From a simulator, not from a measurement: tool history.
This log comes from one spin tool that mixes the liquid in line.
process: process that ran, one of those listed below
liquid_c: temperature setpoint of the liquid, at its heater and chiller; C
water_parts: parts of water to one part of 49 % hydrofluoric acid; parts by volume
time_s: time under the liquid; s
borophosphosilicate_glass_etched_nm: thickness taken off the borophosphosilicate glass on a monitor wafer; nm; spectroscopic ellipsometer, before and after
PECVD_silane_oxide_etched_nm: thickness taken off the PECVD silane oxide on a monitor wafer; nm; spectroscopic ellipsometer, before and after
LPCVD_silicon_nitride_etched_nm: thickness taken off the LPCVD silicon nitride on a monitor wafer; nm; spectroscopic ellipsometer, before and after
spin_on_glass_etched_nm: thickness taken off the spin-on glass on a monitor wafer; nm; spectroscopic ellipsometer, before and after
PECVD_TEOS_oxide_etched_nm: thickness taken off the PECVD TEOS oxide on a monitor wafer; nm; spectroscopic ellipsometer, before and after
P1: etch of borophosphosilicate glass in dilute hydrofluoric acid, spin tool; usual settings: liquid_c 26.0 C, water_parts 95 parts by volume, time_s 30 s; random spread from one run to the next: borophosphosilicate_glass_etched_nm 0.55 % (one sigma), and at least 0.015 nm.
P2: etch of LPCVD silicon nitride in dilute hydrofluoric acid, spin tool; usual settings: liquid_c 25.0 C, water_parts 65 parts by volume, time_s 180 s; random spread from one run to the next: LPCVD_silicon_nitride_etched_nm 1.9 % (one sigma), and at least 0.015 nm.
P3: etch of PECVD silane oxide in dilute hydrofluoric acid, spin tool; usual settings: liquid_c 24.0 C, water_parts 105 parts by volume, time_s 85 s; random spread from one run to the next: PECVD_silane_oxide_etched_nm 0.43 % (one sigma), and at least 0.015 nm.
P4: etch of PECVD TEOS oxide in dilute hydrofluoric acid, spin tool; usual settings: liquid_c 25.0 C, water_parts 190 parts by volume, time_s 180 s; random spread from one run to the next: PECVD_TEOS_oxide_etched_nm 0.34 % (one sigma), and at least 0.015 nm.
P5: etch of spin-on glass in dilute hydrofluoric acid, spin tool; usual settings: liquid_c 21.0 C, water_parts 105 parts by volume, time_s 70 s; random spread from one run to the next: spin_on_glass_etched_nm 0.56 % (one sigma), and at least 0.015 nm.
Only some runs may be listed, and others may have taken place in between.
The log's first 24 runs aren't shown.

run	hour	process	liquid_c	water_parts	time_s	hours since the thermometer was replaced	hours since the hydrofluoric acid flow meter was replaced	borophosphosilicate_glass_etched_nm	PECVD_silane_oxide_etched_nm	LPCVD_silicon_nitride_etched_nm	spin_on_glass_etched_nm	PECVD_TEOS_oxide_etched_nm
25	125.2	P4	25.0	190	330	72.1	1026.6					16.0370
26	130.3	P1	26.0	95	30	77.2	1031.7	18.4790				
27	136.4	P1	26.0	95	15	83.3	1037.8	9.3334				
28	142.1	P1	26.0	95	30	89.0	1043.5	18.6070				
29	147.6	P5	21.0	155	70	94.5	1049.0				16.101	
30	153.4	P1	26.0	95	30	100.3	1054.8	18.5020				
31	160.2	P1	26.0	175	30	107.1	1061.6	9.2914				
32	163.6	P1	26.0	95	30	110.5	1065.0	18.8370				
33	170.0	P1	26.0	95	30	116.9	1071.4	19.6070				
34	176.1	P1	26.0	95	30	123.0	1077.5	19.9340				
35	179.8	P1	26.0	95	30	126.7	1081.2	19.8100				
36	183.0	P1	26.0	95	30	129.9	1084.4	20.3780				
37	188.3	P1	26.0	95	30	135.2	1089.7	20.3330				
38	192.6	P1	26.0	95	30	139.5	1094.0	20.2530				

Run 39 has not been measured yet. What should we expect?
39	198.2	P1	26.0	95	30	145.1	1099.6	?				

borophosphosilicate_glass_etched_nm: 20.5290 nm
